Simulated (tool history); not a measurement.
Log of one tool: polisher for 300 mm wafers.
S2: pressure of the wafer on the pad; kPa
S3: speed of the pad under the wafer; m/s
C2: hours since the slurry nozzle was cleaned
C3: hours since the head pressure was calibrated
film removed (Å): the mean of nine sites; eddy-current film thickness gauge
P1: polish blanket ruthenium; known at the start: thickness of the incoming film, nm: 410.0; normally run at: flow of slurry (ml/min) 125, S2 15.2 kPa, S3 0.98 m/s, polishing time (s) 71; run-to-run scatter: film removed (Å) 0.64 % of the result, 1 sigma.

Run 1, hour 5.7: flow of slurry (ml/min) 125, S2 15.2 kPa, S3 0.98 m/s, polishing time (s) 71; wafers polished on this pad 379; C2 88.7; C3 271.6. Result: film removed (Å) 1010.40.
Run 2, hour 12.1: flow of slurry (ml/min) 125, S2 15.2 kPa, S3 0.98 m/s, polishing time (s) 71; wafers polished on this pad 449; C2 95.1; C3 278.0. Result: film removed (Å) 1023.20.
At hour 16.5: head pressure recalibrated.
Run 3, hour 17.6: flow of slurry (ml/min) 125, S2 15.2 kPa, S3 0.98 m/s, polishing time (s) 42; wafers polished on this pad 510; C2 100.6; C3 1.2. Result: film removed (Å) 601.72.
Run 4, hour 27.8: flow of slurry (ml/min) 125, S2 15.2 kPa, S3 0.98 m/s, polishing time (s) 71; wafers polished on this pad 622; C2 110.8; C3 11.4. Result: film removed (Å) 1008.90.
Run 5, hour 35.2: flow of slurry (ml/min) 125, S2 15.2 kPa, S3 1.24 m/s, polishing time (s) 45; wafers polished on this pad 703; C2 118.2; C3 18.8. Result: film removed (Å) 821.64.
Run 6, hour 44.3: flow of slurry (ml/min) 125, S2 22.1 kPa, S3 0.98 m/s, polishing time (s) 71; wafers polished on this pad 804; C2 127.3; C3 27.9. Result: film removed (Å) 1484.10.
At hour 53.0: slurry nozzle cleaned.
Run 7, hour 53.1: flow of slurry (ml/min) 125, S2 15.2 kPa, S3 0.98 m/s, polishing time (s) 99; wafers polished on this pad 900; C2 0.1; C3 36.7. Result: film removed (Å) 1422.50.
Run 8, hour 58.6: flow of slurry (ml/min) 125, S2 15.2 kPa, S3 0.46 m/s, polishing time (s) 71; wafers polished on this pad 961; C2 5.6; C3 42.2. Result: film removed (Å) 477.17.
Run 9, hour 63.7: flow of slurry (ml/min) 125, S2 15.2 kPa, S3 0.98 m/s, polishing time (s) 71; wafers polished on this pad 1017; C2 10.7; C3 47.3. Result: film removed (Å) 1015.00.
Run 10, hour 74.1: flow of slurry (ml/min) 125, S2 7.6 kPa, S3 0.98 m/s, polishing time (s) 71; wafers polished on this pad 1132; C2 21.1; C3 57.7. Result: film removed (Å) 505.93.
Run 11, hour 83.9: flow of slurry (ml/min) 125, S2 15.2 kPa, S3 0.98 m/s, polishing time (s) 71; wafers polished on this pad 1240; C2 30.9; C3 67.5. Result: film removed (Å) 1014.40.
Run 12, hour 94.1: flow of slurry (ml/min) 125, S2 15.2 kPa, S3 1.44 m/s, polishing time (s) 71; wafers polished on this pad 1352; C2 41.1; C3 77.7. Result: film removed (Å) 1497.60.
Run 13, hour 101.4: flow of slurry (ml/min) 125, S2 19.3 kPa, S3 0.98 m/s, polishing time (s) 41; wafers polished on this pad 1432; C2 48.4; C3 85.0. Result: film removed (Å) 749.88.
Run 14, hour 108.7: flow of slurry (ml/min) 170, S2 15.2 kPa, S3 0.98 m/s, polishing time (s) 71; wafers polished on this pad 1513; C2 55.7; C3 92.3. Result: film removed (Å) 1071.30.
Run 15, hour 116.4: flow of slurry (ml/min) 125, S2 15.2 kPa, S3 0.98 m/s, polishing time (s) 71; wafers polished on this pad 1597; C2 63.4; C3 100.0. Result: film removed (Å) 1021.50.
Run 16, hour 123.1: flow of slurry (ml/min) 75, S2 15.2 kPa, S3 0.98 m/s, polishing time (s) 71; wafers polished on this pad 1671; C2 70.1; C3 106.7. Result: film removed (Å) 888.02.
Run 17, hour 130.1: flow of slurry (ml/min) 125, S2 15.2 kPa, S3 0.98 m/s, polishing time (s) 71; wafers polished on this pad 1748; C2 77.1; C3 113.7. Result: film removed (Å) 1014.40.
Run 18, hour 138.0: flow of slurry (ml/min) 125, S2 15.2 kPa, S3 0.98 m/s, polishing time (s) 71; wafers polished on this pad 1835; C2 85.0; C3 121.6. Result: film removed (Å) 981.81.
Run 19, hour 145.9: flow of slurry (ml/min) 125, S2 15.2 kPa, S3 0.98 m/s, polishing time (s) 71; wafers polished on this pad 1922; C2 92.9; C3 129.5. Result: film removed (Å) 970.60.
Run 20, hour 153.0: flow of slurry (ml/min) 125, S2 15.2 kPa, S3 0.98 m/s, polishing time (s) 71; wafers polished on this pad 2001; C2 100.0; C3 136.6. Result: film removed (Å) 955.62.
Run 21, hour 158.5: flow of slurry (ml/min) 125, S2 15.2 kPa, S3 0.98 m/s, polishing time (s) 71; wafers polished on this pad 2061; C2 105.5; C3 142.1. Result: film removed (Å) 942.97.
Run 22, hour 168.4: flow of slurry (ml/min) 125, S2 15.2 kPa, S3 0.98 m/s, polishing time (s) 71; wafers polished on this pad 2170; C2 115.4; C3 152.0. Result: film removed (Å) 932.76.
At hour 174.4: worn pad replaced by a new one.
Run 23, hour 178.0: flow of slurry (ml/min) 125, S2 15.2 kPa, S3 0.98 m/s, polishing time (s) 71; wafers polished on this pad 40; C2 125.0; C3 161.6. Result: film removed (Å) 928.96.
Run 24, hour 184.7: flow of slurry (ml/min) 125, S2 15.2 kPa, S3 0.98 m/s, polishing time (s) 71; wafers polished on this pad 114; C2 131.7; C3 168.3. Result: film removed (Å) 924.43.
Run 25, hour 193.8: flow of slurry (ml/min) 125, S2 15.2 kPa, S3 0.98 m/s, polishing time (s) 71; wafers polished on this pad 214; C2 140.8; C3 177.4. Result: film removed (Å) 921.57.

What P1 gives has crept away from where it was. These 2 causes fit the log equally well, each at the size given:
A: head's pressure below its setpoint, % = 9.04
B: slurry flow missing at the pad, % = 32.1
The creep began at about hour 130.1.
Why every other cause is out:
removal rate lost through wear of the pad, %: serviced at hour 174.4, which brought nothing back

4 check runs are offered, one wafer each, their results left as question marks. Which one tells the causes apart?
Run check 1, hour 202.9: flow of slurry (ml/min) 75, S2 15.2 kPa, S3 0.72 m/s, polishing time (s) 71. Result: film removed (Å) ?.
Run check 2, hour 202.9: flow of slurry (ml/min) 125, S2 15.2 kPa, S3 1.38 m/s, polishing time (s) 89. Result: film removed (Å) ?.
Run check 3, hour 202.9: flow of slurry (ml/min) 125, S2 15.2 kPa, S3 0.46 m/s, polishing time (s) 71. Result: film removed (Å) ?.
Run check 4, hour 202.9: flow of slurry (ml/min) 125, S2 15.2 kPa, S3 0.74 m/s, polishing time (s) 71. Result: film removed (Å) ?.

What each check would give under each cause:
  check            result     if A     if B
check 1  film removed (Å)   594.75   565.15
check 2  film removed (Å)  1631.00  1631.20
check 3  film removed (Å)   433.72   433.75
check 4  film removed (Å)   697.73   697.78
How far apart the two closest causes lie, in the result that separates them most: check 1 5.1 %; check 2 0.01 %; check 3 0.01 %; check 4 0.01 %
Only check 1 tells the causes apart: in the others they would give nearly the same result.

Check 1 was then run and gave: film removed (Å) 564.44. Which cause is it?

It is B: slurry flow missing at the pad, %.
